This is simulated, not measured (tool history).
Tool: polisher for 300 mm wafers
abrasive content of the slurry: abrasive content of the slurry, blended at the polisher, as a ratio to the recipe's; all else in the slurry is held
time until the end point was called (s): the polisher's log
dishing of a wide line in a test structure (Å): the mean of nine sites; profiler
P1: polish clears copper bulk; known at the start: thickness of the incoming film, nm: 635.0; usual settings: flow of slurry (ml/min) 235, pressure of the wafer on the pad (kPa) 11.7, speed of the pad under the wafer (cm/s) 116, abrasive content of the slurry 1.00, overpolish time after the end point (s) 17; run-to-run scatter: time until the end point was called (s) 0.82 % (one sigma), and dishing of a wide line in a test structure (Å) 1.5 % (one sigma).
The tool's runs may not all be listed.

| run | hour | flow of slurry (ml/min) | pressure of the wafer on the pad (kPa) | speed of the pad under the wafer (cm/s) | abrasive content of the slurry | overpolish time after the end point (s) | wafers polished on this pad | hours since the slurry nozzle was cleaned | hours since the head pressure was calibrated | hours since the slurry blender was calibrated | time until the end point was called (s) | dishing of a wide line in a test structure (Å) |
|---|---|---|---|---|---|---|---|---|---|---|---|---|
| 1 | 5.6 | 235 | 11.7 | 116 | 1.00 | 17 | 907 | 398.4 | 84.6 | 48.8 | 85.791 | 639.90 |
| 2 | 9.7 | 335 | 11.7 | 116 | 1.45 | 17 | 950 | 402.5 | 88.7 | 52.9 | 75.291 | 692.83 |
| 3 | 13.6 | 235 | 11.7 | 116 | 1.00 | 17 | 990 | 406.4 | 92.6 | 56.8 | 83.755 | 658.10 |
| 4 | 20.0 | 235 | 11.7 | 116 | 1.00 | 34 | 1057 | 412.8 | 99.0 | 63.2 | 84.728 | 895.62 |
| 5 | 27.2 | 235 | 11.7 | 52 | 1.00 | 17 | 1132 | 420.0 | 106.2 | 70.4 | 188.580 | 380.36 |
| 6 | 30.8 | 235 | 11.7 | 116 | 1.30 | 17 | 1169 | 423.6 | 109.8 | 74.0 | 80.128 | 668.80 |
| 7 | 36.3 | 140 | 11.7 | 116 | 1.00 | 17 | 1226 | 429.1 | 115.3 | 79.5 | 90.378 | 620.00 |
| 8 | 42.6 | 235 | 15.9 | 116 | 1.00 | 17 | 1292 | 435.4 | 121.6 | 85.8 | 62.573 | 816.53 |
| 9 | 49.2 | 140 | 11.7 | 58 | 1.00 | 17 | 1361 | 442.0 | 128.2 | 92.4 | 184.210 | 380.34 |
| 10 | 55.8 | 235 | 11.7 | 116 | 1.00 | 7 | 1429 | 448.6 | 134.8 | 99.0 | 83.999 | 341.23 |
| 11 | 60.1 | 235 | 8.3 | 116 | 1.00 | 17 | 1474 | 452.9 | 139.1 | 103.3 | 119.740 | 494.41 |
| 12 | 64.2 | 335 | 11.7 | 116 | 1.00 | 17 | 1517 | 457.0 | 143.2 | 107.4 | 81.371 | 643.80 |
| 13 | 70.5 | 235 | 11.7 | 182 | 1.00 | 17 | 1582 | 463.3 | 149.5 | 113.7 | 53.938 | 804.98 |
| 14 | 75.2 | 235 | 11.7 | 116 | 1.00 | 17 | 1631 | 468.0 | 154.2 | 118.4 | 84.299 | 643.55 |
| 15 | 79.8 | 235 | 11.7 | 116 | 1.00 | 17 | 1679 | 472.6 | 158.8 | 123.0 | 84.592 | 655.88 |
| 16 | 83.4 | 235 | 6.2 | 116 | 0.65 | 17 | 1717 | 476.2 | 162.4 | 126.6 | 174.110 | 358.62 |

Forecast run 17:
|  | 89.9 | slurry nozzle cleaned |
| 17 | 90.4 | 235 | 11.7 | 116 | 1.00 | 17 | 1789 | 0.5 | 169.4 | 133.6 | ? | ? |

Run 17 gave time until the end point was called (s) 84.826, dishing of a wide line in a test structure (Å) 650.95.
